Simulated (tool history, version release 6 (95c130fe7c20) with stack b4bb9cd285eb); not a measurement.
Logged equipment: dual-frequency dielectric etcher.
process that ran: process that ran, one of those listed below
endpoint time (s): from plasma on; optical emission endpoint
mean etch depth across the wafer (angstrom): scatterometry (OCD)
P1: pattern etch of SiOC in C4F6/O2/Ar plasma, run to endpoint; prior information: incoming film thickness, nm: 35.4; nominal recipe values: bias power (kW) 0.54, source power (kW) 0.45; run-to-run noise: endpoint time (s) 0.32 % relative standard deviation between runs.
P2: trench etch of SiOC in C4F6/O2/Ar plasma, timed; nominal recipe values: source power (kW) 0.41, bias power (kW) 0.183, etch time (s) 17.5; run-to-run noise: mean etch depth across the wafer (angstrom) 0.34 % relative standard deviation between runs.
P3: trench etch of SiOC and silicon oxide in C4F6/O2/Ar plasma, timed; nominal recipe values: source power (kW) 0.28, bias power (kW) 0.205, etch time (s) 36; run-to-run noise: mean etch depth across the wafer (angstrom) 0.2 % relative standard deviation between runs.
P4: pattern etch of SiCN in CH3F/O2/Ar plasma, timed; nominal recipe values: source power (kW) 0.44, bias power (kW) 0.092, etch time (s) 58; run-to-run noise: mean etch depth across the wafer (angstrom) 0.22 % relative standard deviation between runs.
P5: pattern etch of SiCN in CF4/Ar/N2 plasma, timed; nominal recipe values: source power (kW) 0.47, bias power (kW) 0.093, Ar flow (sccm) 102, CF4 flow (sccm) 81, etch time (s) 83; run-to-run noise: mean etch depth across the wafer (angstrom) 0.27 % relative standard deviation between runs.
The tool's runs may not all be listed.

run	day	process that ran	bias power (kW)	source power (kW)	etch time (s)	Ar flow (sccm)	CF4 flow (sccm)	hours since the last wet clean	hours since the last bias power generator calibration	hours since the last source power generator calibration	endpoint time (s)	mean etch depth across the wafer (angstrom)
1	0.408	P1	0.54	0.45				84.9	234.7	1527.4	11.325	
2	0.704	P4	0.092	0.44	78.5			92	241.8	1534.5		334.76
3	0.958	P5	0.128	0.47	83	102	81	98.1	247.9	1540.6		948.08
4	1.308	P3	0.275	0.28	36			106.5	256.3	1549		690.62
5	1.721	P3	0.205	0.34	36			116.4	266.2	1558.9		672
6	1.946	P1	0.54	0.45				121.8	271.6	1564.3	11.301	
# day 2.158: source power generator calibrated
7	2.304	P1	0.54	0.45				130.4	280.2	3.5	11.348	
# day 2.45: bias power generator calibrated
8	2.658	P1	0.403	0.29				138.9	5.1	12	14.842	
9	3.054	P1	0.54	0.59				148.4	14.6	21.5	10.317	
10	3.258	P2	0.183	0.41	17.5			153.3	19.5	26.4		378.78
11	3.542	P1	0.752	0.45				160.1	26.3	33.2	9.928	
12	3.867	P5	0.093	0.66	83	102	81	167.9	34.1	41		1133.9
13	4.154	P2	0.183	0.41	24			174.8	41	47.9		520.55
14	4.408	P2	0.183	0.5	17.5			180.9	47.1	54		409.62
15	4.746	P3	0.205	0.28	26			189	55.2	62.1		449.16
16	5.125	P1	0.54	0.45				198.1	64.3	71.2	11.372	
17	5.483	P1	0.54	0.45				206.7	72.9	79.8	11.353	
18	5.738	P1	0.399	0.45				212.8	79	85.9	12.725	
19	6.1	P1	0.54	0.45				221.5	87.7	94.6	11.297	
20	6.5	P5	0.093	0.47	83	126	81	231.1	97.3	104.2		819.87

Expected results for the next run?
21	6.746	P5	0.093	0.47	83	102	81	237	103.2	110.1		?

{"run 21": {"mean etch depth across the wafer (angstrom)": 845.06}}
